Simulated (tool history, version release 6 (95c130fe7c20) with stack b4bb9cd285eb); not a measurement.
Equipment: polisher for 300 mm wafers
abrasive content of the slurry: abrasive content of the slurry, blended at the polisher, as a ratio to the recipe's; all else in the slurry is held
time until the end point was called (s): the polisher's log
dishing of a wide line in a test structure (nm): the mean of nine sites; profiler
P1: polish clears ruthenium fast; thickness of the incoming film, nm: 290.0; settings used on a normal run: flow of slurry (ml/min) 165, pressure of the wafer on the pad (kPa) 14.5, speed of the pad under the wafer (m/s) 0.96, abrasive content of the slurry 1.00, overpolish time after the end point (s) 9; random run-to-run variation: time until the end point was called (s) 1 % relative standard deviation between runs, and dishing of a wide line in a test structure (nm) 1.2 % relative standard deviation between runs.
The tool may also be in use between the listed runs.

run,hour,flow of slurry (ml/min),pressure of the wafer on the pad (kPa),speed of the pad under the wafer (m/s),abrasive content of the slurry,overpolish time after the end point (s),wafers polished on this pad,hours since the slurry nozzle was cleaned,hours since the head pressure was calibrated,hours since the slurry blender was calibrated,time until the end point was called (s),dishing of a wide line in a test structure (nm)
1,9.0,165,14.5,0.96,1.00,9,165,210.3,1024.6,106.6,108.900,18.6120
2,22.5,165,8.3,0.96,1.00,9,272,223.8,1038.1,120.1,189.420,11.1980
3,35.8,165,14.5,0.96,1.00,9,378,237.1,1051.4,133.4,109.680,18.8270
4,47.0,165,18.6,0.96,1.00,9,467,248.3,1062.6,144.6,86.059,23.0770
5,59.7,165,14.5,0.96,1.00,3,568,261.0,1075.3,157.3,109.540,6.9168
6,72.7,165,14.5,0.96,0.65,16,671,274.0,1088.3,170.3,134.890,25.2570
7,86.6,165,14.5,0.96,1.35,17,781,287.9,1102.2,184.2,98.098,35.8410
8,95.2,165,14.5,0.52,1.00,9,849,296.5,1110.8,192.8,201.100,10.6910
9,102.0,165,14.5,0.96,1.00,9,903,303.3,1117.6,199.6,110.430,18.9220
10,109.6,165,14.5,0.96,0.55,9,964,310.9,1125.2,207.2,150.510,14.3690
11,121.0,100,14.5,0.96,1.00,12,1054,322.3,1136.6,218.6,121.530,22.3720
12,129.7,165,14.5,0.96,1.45,9,1123,331.0,1145.3,227.3,94.669,21.6320
13,139.1,100,14.5,0.96,1.00,9,1198,340.4,1154.7,236.7,122.160,17.1780
# hour 145.2: head pressure recalibrated
14,149.3,165,14.5,0.96,1.00,9,1278,350.6,4.1,246.9,110.670,19.1030
15,158.9,260,14.5,0.96,1.00,9,1355,360.2,13.7,256.5,102.750,19.6650
16,171.9,165,14.5,0.96,1.00,17,1458,373.2,26.7,269.5,108.560,32.2210
17,178.3,165,14.5,0.96,1.00,9,1509,379.6,33.1,275.9,110.960,18.9780
18,191.5,165,14.5,1.44,1.00,9,1613,392.8,46.3,289.1,73.110,26.4920
19,200.5,165,14.5,0.96,1.00,9,1685,401.8,55.3,298.1,110.380,18.5080
20,210.4,165,14.5,0.96,1.00,9,1763,411.7,65.2,308.0,112.000,18.3110
21,224.2,165,14.5,0.96,1.00,9,1873,425.5,79.0,321.8,114.510,17.8930
22,234.2,165,14.5,0.96,1.00,9,1952,435.5,89.0,331.8,116.760,17.7410
23,244.6,165,14.5,0.96,1.00,9,2035,445.9,99.4,342.2,119.270,17.9050
# hour 250.2: slurry blender recalibrated
24,256.9,165,14.5,0.96,1.00,9,2132,458.2,111.7,6.8,118.460,17.6210
25,263.3,165,14.5,0.96,1.00,9,2183,464.6,118.1,13.2,119.410,17.6180
# hour 263.4: head pressure recalibrated
26,270.5,165,14.5,0.96,1.00,9,2240,471.8,7.2,20.4,120.790,17.4240
27,277.2,165,14.5,0.96,1.00,9,2293,478.5,13.9,27.1,121.280,17.2620
28,284.4,165,14.5,0.96,1.00,9,2350,485.7,21.1,34.3,120.970,17.0900
29,297.0,165,14.5,0.96,1.00,9,2450,498.3,33.7,46.9,120.280,17.2570
30,311.0,165,14.5,0.96,1.00,9,2561,512.3,47.7,60.9,121.780,17.1990

P1 no longer gives what it gave before; its output has crept away from where it was. The following 2 causes, each at its listed size, fit the log equally well:
A: slurry flow missing at the pad, % = 39.4
B: removal rate lost through wear of the pad, % = 9.63
Creep in the process output first set in at about hour 200.5.
All other causes, with the reason each is excluded:
head's pressure below its setpoint, %: its service at hour 263.4 followed the start of the drift and did not put the process back to its old value
abrasive missing from the slurry, %: its service at hour 250.2 followed the start of the drift and did not put the process back to its old value

The list below offers 4 check runs, each averaging the results of 2 wafers, and shows each result as a question mark. For which of them would the listed causes give clearly different results?
check 1,325.0,165,10.3,0.96,1.00,9,,,,,?,?
check 2,325.0,165,14.5,1.44,1.00,9,,,,,?,?
check 3,325.0,100,14.5,0.96,1.00,9,,,,,?,?
check 4,325.0,165,14.5,0.96,0.60,9,,,,,?,?

Predicted outcomes, by check and by cause:
check,result,if A,if B
check 1,time until the end point was called (s),169.670,169.690
check 1,dishing of a wide line in a test structure (nm),12.7320,12.7310
check 2,time until the end point was called (s),80.796,80.806
check 2,dishing of a wide line in a test structure (nm),24.3960,24.3940
check 3,time until the end point was called (s),141.780,134.100
check 3,dishing of a wide line in a test structure (nm),14.9860,15.7520
check 4,time until the end point was called (s),157.920,157.940
check 4,dishing of a wide line in a test structure (nm),13.5940,13.5920
Separation of the two closest causes in each check, using whichever result separates them best: check 1 0.01 %; check 2 0.01 %; check 3 5.56 %; check 4 0.01 %
Check 3 tells the causes apart: in the others they would give nearly the same result.

Here is what check 3 returned: time until the end point was called (s) 141.310; dishing of a wide line in a test structure (nm) 15.0110. Which cause is it?

A is the cause: slurry flow missing at the pad, %.
